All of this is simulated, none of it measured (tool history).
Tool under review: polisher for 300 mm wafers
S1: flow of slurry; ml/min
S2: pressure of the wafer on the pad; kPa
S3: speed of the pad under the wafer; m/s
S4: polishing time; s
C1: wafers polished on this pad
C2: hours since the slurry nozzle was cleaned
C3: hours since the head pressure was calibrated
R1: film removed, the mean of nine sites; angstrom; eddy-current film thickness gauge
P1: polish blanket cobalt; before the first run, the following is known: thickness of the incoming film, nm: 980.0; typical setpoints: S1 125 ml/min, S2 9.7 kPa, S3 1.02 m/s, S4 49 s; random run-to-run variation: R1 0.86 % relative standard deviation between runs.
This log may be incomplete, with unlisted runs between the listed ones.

| run | day | S1 | S2 | S3 | S4 | C1 | C2 | C3 | R1 |
|---|---|---|---|---|---|---|---|---|---|
| 1 | 0.221 | 125 | 9.7 | 1.02 | 49 | 568 | 262.5 | 268.9 | 1883.00 |
| 2 | 0.692 | 125 | 9.7 | 1.02 | 49 | 709 | 273.8 | 280.2 | 1863.80 |
| 3 | 1.104 | 125 | 9.7 | 0.46 | 49 | 833 | 283.7 | 290.1 | 841.29 |
| 4 | 1.438 | 125 | 15.2 | 1.02 | 49 | 933 | 291.7 | 298.1 | 2881.00 |
| 5 | 1.900 | 125 | 9.7 | 1.02 | 49 | 1072 | 302.8 | 309.2 | 1857.40 |
| 6 | 2.367 | 165 | 9.7 | 1.02 | 69 | 1212 | 314.0 | 320.4 | 2794.10 |
| 7 | 2.800 | 175 | 9.7 | 1.02 | 25 | 1342 | 324.4 | 330.8 | 1009.70 |
| 8 | 3.304 | 125 | 9.7 | 1.02 | 49 | 1493 | 336.5 | 342.9 | 1871.60 |
| 9 | 3.546 | 125 | 9.7 | 1.02 | 75 | 1565 | 342.3 | 348.7 | 2830.10 |
| 10 | 3.854 | 125 | 9.7 | 1.02 | 49 | 1658 | 349.7 | 356.1 | 1848.20 |
| 11 | 4.362 | 125 | 9.7 | 1.56 | 49 | 1811 | 361.9 | 368.3 | 2833.20 |
| 12 | 4.833 | 125 | 9.7 | 1.02 | 49 | 1952 | 373.2 | 379.6 | 1838.30 |
| 13 | 5.279 | 75 | 9.7 | 1.02 | 49 | 2086 | 383.9 | 390.3 | 1644.70 |
| 14 | 5.750 | 125 | 4.1 | 1.02 | 49 | 2227 | 395.2 | 401.6 | 799.96 |
| 15 | 6.188 | 190 | 9.7 | 1.02 | 49 | 2358 | 405.7 | 412.1 | 1999.00 |
| 16 | 6.558 | 125 | 9.7 | 1.02 | 23 | 2469 | 414.6 | 421.0 | 863.24 |
| 17 | 6.917 | 125 | 9.7 | 1.02 | 49 | 2577 | 423.2 | 429.6 | 1863.20 |
| 18 | 7.342 | 125 | 9.7 | 1.02 | 49 | 2704 | 433.4 | 439.8 | 1793.30 |
| 19 | 7.738 | 125 | 9.7 | 1.02 | 49 | 2823 | 442.9 | 449.3 | 1779.90 |
| 20 | 8.092 | 125 | 9.7 | 1.02 | 49 | 2929 | 451.4 | 457.8 | 1732.40 |
| 21 | 8.567 | 125 | 9.7 | 1.02 | 49 | 3072 | 462.8 | 469.2 | 1698.90 |
|  | 8.629 | worn pad replaced by a new one |
| 22 | 8.983 | 125 | 9.7 | 1.02 | 49 | 106 | 472.8 | 479.2 | 1685.90 |
| 23 | 9.492 | 125 | 9.7 | 1.02 | 49 | 259 | 485.0 | 491.4 | 1667.10 |
| 24 | 9.829 | 125 | 9.7 | 1.02 | 49 | 360 | 493.1 | 499.5 | 1653.60 |
| 25 | 10.112 | 125 | 9.7 | 1.02 | 49 | 445 | 499.9 | 506.3 | 1644.90 |
| 26 | 10.583 | 125 | 9.7 | 1.02 | 49 | 586 | 511.2 | 517.6 | 1644.50 |
| 27 | 10.804 | 125 | 9.7 | 1.02 | 49 | 652 | 516.5 | 522.9 | 1641.60 |
| 28 | 11.175 | 125 | 9.7 | 1.02 | 49 | 764 | 525.4 | 531.8 | 1658.90 |

Compared with where it was, what P1 gives has crept away. Each cause listed below fits the log as well as the rest, at the size given for it:
A: head's pressure below its setpoint, % = 11.7
B: slurry flow missing at the pad, % = 38.7
Creep in the process output first set in at about day 6.917.
Other possible causes, and why each is ruled out:
removal rate lost through wear of the pad, %: maintenance at day 8.629, after the shift began, did not return the process to its former output

Which of the 4 check runs listed below, each an average over 5 wafers with its results shown as question marks, gives clearly different results under the different listed causes?
| check 1 | 11.546 | 125 | 14.5 | 1.54 | 49 |  |  |  | ? |
| check 2 | 11.546 | 175 | 9.7 | 1.02 | 73 |  |  |  | ? |
| check 3 | 11.546 | 125 | 14.5 | 1.02 | 26 |  |  |  | ? |
| check 4 | 11.546 | 125 | 4.1 | 1.02 | 33 |  |  |  | ? |

What every check run would give for each of its results, assuming each possible cause in turn:
| check | result | if A | if B |
|---|---|---|---|
| check 1 | R1 | 3731.50 | 3731.90 |
| check 2 | R1 | 2603.10 | 2689.00 |
| check 3 | R1 | 1311.40 | 1311.60 |
| check 4 | R1 | 475.57 | 475.62 |
How far apart the two closest causes lie, in the result that separates them most: check 1 0.01 %; check 2 3.25 %; check 3 0.01 %; check 4 0.01 %
Only in check 2 would the causes give clearly different results; in the remaining checks their results would be nearly the same.

Then check 2 was run and gave: R1 2599.20 angstrom. Which cause is it?

A is the cause: head's pressure below its setpoint, %.
